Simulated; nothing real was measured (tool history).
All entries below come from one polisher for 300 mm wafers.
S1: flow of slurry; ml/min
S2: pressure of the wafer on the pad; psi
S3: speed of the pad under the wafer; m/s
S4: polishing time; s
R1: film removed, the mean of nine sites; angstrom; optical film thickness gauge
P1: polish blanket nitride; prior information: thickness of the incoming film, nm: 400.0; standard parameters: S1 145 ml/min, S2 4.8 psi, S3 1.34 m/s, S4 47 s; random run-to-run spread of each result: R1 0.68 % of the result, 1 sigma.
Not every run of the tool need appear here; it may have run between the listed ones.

run 1 day=0.358 | S1=145 S2=4.8 S3=1.34 S4=47 | R1=1286.1
run 2 day=0.821 | S1=145 S2=4.8 S3=0.76 S4=47 | R1=824.78
run 3 day=1.258 | S1=145 S2=4.8 S3=1.34 S4=47 | R1=1288.5
run 4 day=1.6 | S1=145 S2=4.8 S3=1.34 S4=47 | R1=1284.1
run 5 day=2.175 | S1=145 S2=2.9 S3=1.34 S4=47 | R1=776.16
-- day=2.371 head pressure recalibrated
run 6 day=2.521 | S1=145 S2=4.8 S3=1.34 S4=67 | R1=1847.9
run 7 day=3.046 | S1=145 S2=4.8 S3=1.34 S4=47 | R1=1272.6
run 8 day=3.3 | S1=105 S2=3.7 S3=1.34 S4=47 | R1=928.53
run 9 day=3.779 | S1=225 S2=4.8 S3=1.34 S4=47 | R1=1375
run 10 day=4.221 | S1=145 S2=4.8 S3=2 S4=47 | R1=1777.9
run 11 day=4.492 | S1=145 S2=7.5 S3=1.34 S4=47 | R1=2011.2
run 12 day=4.996 | S1=85 S2=4.8 S3=1.34 S4=47 | R1=1129
run 13 day=5.425 | S1=145 S2=4.8 S3=1.34 S4=23 | R1=632.64
run 14 day=5.738 | S1=145 S2=4.8 S3=1.34 S4=47 | R1=1293.9
run 15 day=6.108 | S1=145 S2=4.8 S3=1.34 S4=47 | R1=1293.9
run 16 day=6.45 | S1=145 S2=4.8 S3=1.34 S4=47 | R1=1254.1
run 17 day=6.717 | S1=145 S2=4.8 S3=1.34 S4=47 | R1=1227.3
run 18 day=7 | S1=145 S2=4.8 S3=1.34 S4=47 | R1=1218.7
run 19 day=7.425 | S1=145 S2=4.8 S3=1.34 S4=47 | R1=1185.7
run 20 day=7.783 | S1=145 S2=4.8 S3=1.34 S4=47 | R1=1178.9
-- day=8.162 head pressure recalibrated
run 21 day=8.196 | S1=145 S2=4.8 S3=1.34 S4=47 | R1=1168.1
run 22 day=8.7 | S1=145 S2=4.8 S3=1.34 S4=47 | R1=1162
run 23 day=9.017 | S1=145 S2=4.8 S3=1.34 S4=47 | R1=1157

The log shows P1 creeping away from where it was. Any of the 2 causes listed here, at the size stated for it, fits the log just as well as the others:
A: removal rate lost through wear of the pad, % = 9.35
B: slurry flow missing at the pad, % = 36.2
Onset of the creep was near day 6.108.
Every other cause this tool's parts could produce, and why it does not fit the log:
head's pressure below its setpoint, %: its service at day 8.162 followed the start of the drift and did not put the process back to its old value

Consider the 4 check runs below, whose results appear as question marks and each of which averages 3 wafers. Which one distinguishes the causes, in that each cause would give it a clearly different result?
run check 1 day=9.333 | S1=145 S2=4.8 S3=1.76 S4=31 | R1=?
run check 2 day=9.333 | S1=145 S2=4.8 S3=0.8 S4=57 | R1=?
run check 3 day=9.333 | S1=145 S2=4.8 S3=1.34 S4=27 | R1=?
run check 4 day=9.333 | S1=220 S2=4.8 S3=1.34 S4=47 | R1=?

What every check run would give for each of its results, assuming each possible cause in turn:
check=check_1 result=R1 if_A=957.82 if_B=957.68
check=check_2 result=R1 if_A=937.26 if_B=937.12
check=check_3 result=R1 if_A=670.75 if_B=670.65
check=check_4 result=R1 if_A=1241.4 if_B=1280.5
Distance between the nearest two causes, measured in the result of the check that separates them most: check 1 0.01 %; check 2 0.01 %; check 3 0.01 %; check 4 3.11 %
The causes can be told apart only by check 4. The other checks would give nearly the same results under each of them.

With check 4 done, the readings were: R1 1277.3 angstrom. Identify which of the listed causes applies.

B is the cause: slurry flow missing at the pad, %.
